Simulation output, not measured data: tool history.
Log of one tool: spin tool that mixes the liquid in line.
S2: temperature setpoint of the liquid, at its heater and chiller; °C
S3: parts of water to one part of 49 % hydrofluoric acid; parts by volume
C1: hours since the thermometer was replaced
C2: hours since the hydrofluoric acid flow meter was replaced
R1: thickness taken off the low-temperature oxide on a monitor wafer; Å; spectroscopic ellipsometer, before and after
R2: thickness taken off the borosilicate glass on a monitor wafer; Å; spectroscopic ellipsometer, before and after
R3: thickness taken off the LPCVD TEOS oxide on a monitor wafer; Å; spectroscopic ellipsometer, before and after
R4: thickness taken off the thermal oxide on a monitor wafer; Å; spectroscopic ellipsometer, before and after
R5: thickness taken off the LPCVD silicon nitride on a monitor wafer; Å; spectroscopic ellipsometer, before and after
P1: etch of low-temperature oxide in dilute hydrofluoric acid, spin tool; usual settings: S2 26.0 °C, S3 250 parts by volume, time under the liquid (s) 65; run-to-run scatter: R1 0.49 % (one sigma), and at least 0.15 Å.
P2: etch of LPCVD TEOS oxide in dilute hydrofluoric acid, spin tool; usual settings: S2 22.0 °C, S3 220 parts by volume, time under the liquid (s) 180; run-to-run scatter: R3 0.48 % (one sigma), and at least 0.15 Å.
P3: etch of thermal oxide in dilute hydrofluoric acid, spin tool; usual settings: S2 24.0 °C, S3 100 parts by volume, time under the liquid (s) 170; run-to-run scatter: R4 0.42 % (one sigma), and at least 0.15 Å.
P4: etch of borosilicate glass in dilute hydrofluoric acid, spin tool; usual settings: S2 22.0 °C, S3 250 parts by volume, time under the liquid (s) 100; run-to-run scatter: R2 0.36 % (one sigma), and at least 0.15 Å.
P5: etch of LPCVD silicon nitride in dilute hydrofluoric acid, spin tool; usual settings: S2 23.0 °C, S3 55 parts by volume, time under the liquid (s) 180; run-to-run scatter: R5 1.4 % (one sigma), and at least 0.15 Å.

run 1 hour=5.6 | process_that_ran=P1 S2=26.0 S3=250 time_under_the_liquid_(s)=65 | C1=510.5 C2=347.5 | R1=41.192
run 2 hour=10.7 | process_that_ran=P4 S2=30.0 S3=250 time_under_the_liquid_(s)=100 | C1=515.6 C2=352.6 | R2=160.970
run 3 hour=18.0 | process_that_ran=P2 S2=27.0 S3=220 time_under_the_liquid_(s)=180 | C1=522.9 C2=359.9 | R3=166.93
run 4 hour=27.4 | process_that_ran=P2 S2=22.0 S3=220 time_under_the_liquid_(s)=325 | C1=532.3 C2=369.3 | R3=250.74
run 5 hour=38.2 | process_that_ran=P2 S2=22.0 S3=120 time_under_the_liquid_(s)=180 | C1=543.1 C2=380.1 | R3=283.21
run 6 hour=47.7 | process_that_ran=P3 S2=24.0 S3=140 time_under_the_liquid_(s)=170 | C1=552.6 C2=389.6 | R4=57.4250
run 7 hour=56.8 | process_that_ran=P1 S2=26.0 S3=250 time_under_the_liquid_(s)=100 | C1=561.7 C2=398.7 | R1=64.359
run 8 hour=66.4 | process_that_ran=P1 S2=26.0 S3=250 time_under_the_liquid_(s)=65 | C1=571.3 C2=408.3 | R1=41.882
run 9 hour=72.8 | process_that_ran=P5 S2=27.5 S3=55 time_under_the_liquid_(s)=180 | C1=577.7 C2=414.7 | R5=20.9150
run 10 hour=78.7 | process_that_ran=P1 S2=31.0 S3=250 time_under_the_liquid_(s)=65 | C1=583.6 C2=420.6 | R1=49.810
run 11 hour=87.9 | process_that_ran=P4 S2=22.0 S3=340 time_under_the_liquid_(s)=100 | C1=592.8 C2=429.8 | R2=82.953
run 12 hour=97.9 | process_that_ran=P2 S2=22.0 S3=220 time_under_the_liquid_(s)=180 | C1=602.8 C2=439.8 | R3=138.16
run 13 hour=107.3 | process_that_ran=P4 S2=22.0 S3=250 time_under_the_liquid_(s)=190 | C1=612.2 C2=449.2 | R2=231.240
run 14 hour=118.2 | process_that_ran=P4 S2=22.0 S3=250 time_under_the_liquid_(s)=100 | C1=623.1 C2=460.1 | R2=121.330
run 15 hour=127.0 | process_that_ran=P5 S2=23.0 S3=55 time_under_the_liquid_(s)=35 | C1=631.9 C2=468.9 | R5=3.0266
run 16 hour=134.9 | process_that_ran=P1 S2=26.0 S3=250 time_under_the_liquid_(s)=15 | C1=639.8 C2=476.8 | R1=9.645
run 17 hour=142.5 | process_that_ran=P3 S2=24.0 S3=100 time_under_the_liquid_(s)=170 | C1=647.4 C2=484.4 | R4=83.8660
run 18 hour=151.9 | process_that_ran=P1 S2=26.0 S3=115 time_under_the_liquid_(s)=65 | C1=656.8 C2=493.8 | R1=106.150
run 19 hour=159.7 | process_that_ran=P3 S2=20.5 S3=100 time_under_the_liquid_(s)=170 | C1=664.6 C2=501.6 | R4=73.6320
run 20 hour=168.5 | process_that_ran=P5 S2=23.0 S3=55 time_under_the_liquid_(s)=180 | C1=673.4 C2=510.4 | R5=15.0780
run 21 hour=174.8 | process_that_ran=P1 S2=26.0 S3=355 time_under_the_liquid_(s)=120 | C1=679.7 C2=516.7 | R1=49.070
run 22 hour=179.7 | process_that_ran=P1 S2=26.0 S3=250 time_under_the_liquid_(s)=65 | C1=684.6 C2=521.6 | R1=41.676
run 23 hour=187.5 | process_that_ran=P1 S2=18.0 S3=250 time_under_the_liquid_(s)=65 | C1=692.4 C2=529.4 | R1=31.177
run 24 hour=197.6 | process_that_ran=P1 S2=26.0 S3=250 time_under_the_liquid_(s)=65 | C1=702.5 C2=539.5 | R1=41.568
run 25 hour=207.9 | process_that_ran=P5 S2=23.0 S3=20 time_under_the_liquid_(s)=180 | C1=712.8 C2=549.8 | R5=40.6260
run 26 hour=217.0 | process_that_ran=P5 S2=23.0 S3=55 time_under_the_liquid_(s)=180 | C1=721.9 C2=558.9 | R5=15.3250
run 27 hour=222.9 | process_that_ran=P1 S2=26.0 S3=250 time_under_the_liquid_(s)=65 | C1=727.8 C2=564.8 | R1=41.816
run 28 hour=234.2 | process_that_ran=P3 S2=24.0 S3=100 time_under_the_liquid_(s)=15 | C1=739.1 C2=576.1 | R4=7.1853
run 29 hour=242.4 | process_that_ran=P1 S2=26.0 S3=460 time_under_the_liquid_(s)=65 | C1=747.3 C2=584.3 | R1=18.591
run 30 hour=250.9 | process_that_ran=P1 S2=26.0 S3=250 time_under_the_liquid_(s)=65 | C1=755.8 C2=592.8 | R1=41.581
run 31 hour=256.8 | process_that_ran=P1 S2=26.0 S3=250 time_under_the_liquid_(s)=65 | C1=761.7 C2=598.7 | R1=40.411
run 32 hour=262.6 | process_that_ran=P1 S2=26.0 S3=250 time_under_the_liquid_(s)=65 | C1=767.5 C2=604.5 | R1=39.171
run 33 hour=272.1 | process_that_ran=P1 S2=26.0 S3=250 time_under_the_liquid_(s)=65 | C1=777.0 C2=614.0 | R1=38.799
run 34 hour=277.4 | process_that_ran=P1 S2=26.0 S3=250 time_under_the_liquid_(s)=65 | C1=782.3 C2=619.3 | R1=38.433
run 35 hour=285.0 | process_that_ran=P1 S2=26.0 S3=250 time_under_the_liquid_(s)=65 | C1=789.9 C2=626.9 | R1=38.408

The next listed run, before its measurement:
run 36 hour=295.3 | process_that_ran=P1 S2=26.0 S3=250 time_under_the_liquid_(s)=65 | C1=800.2 C2=637.2 | R1=?

Run 36 gave R1 38.575 Å.
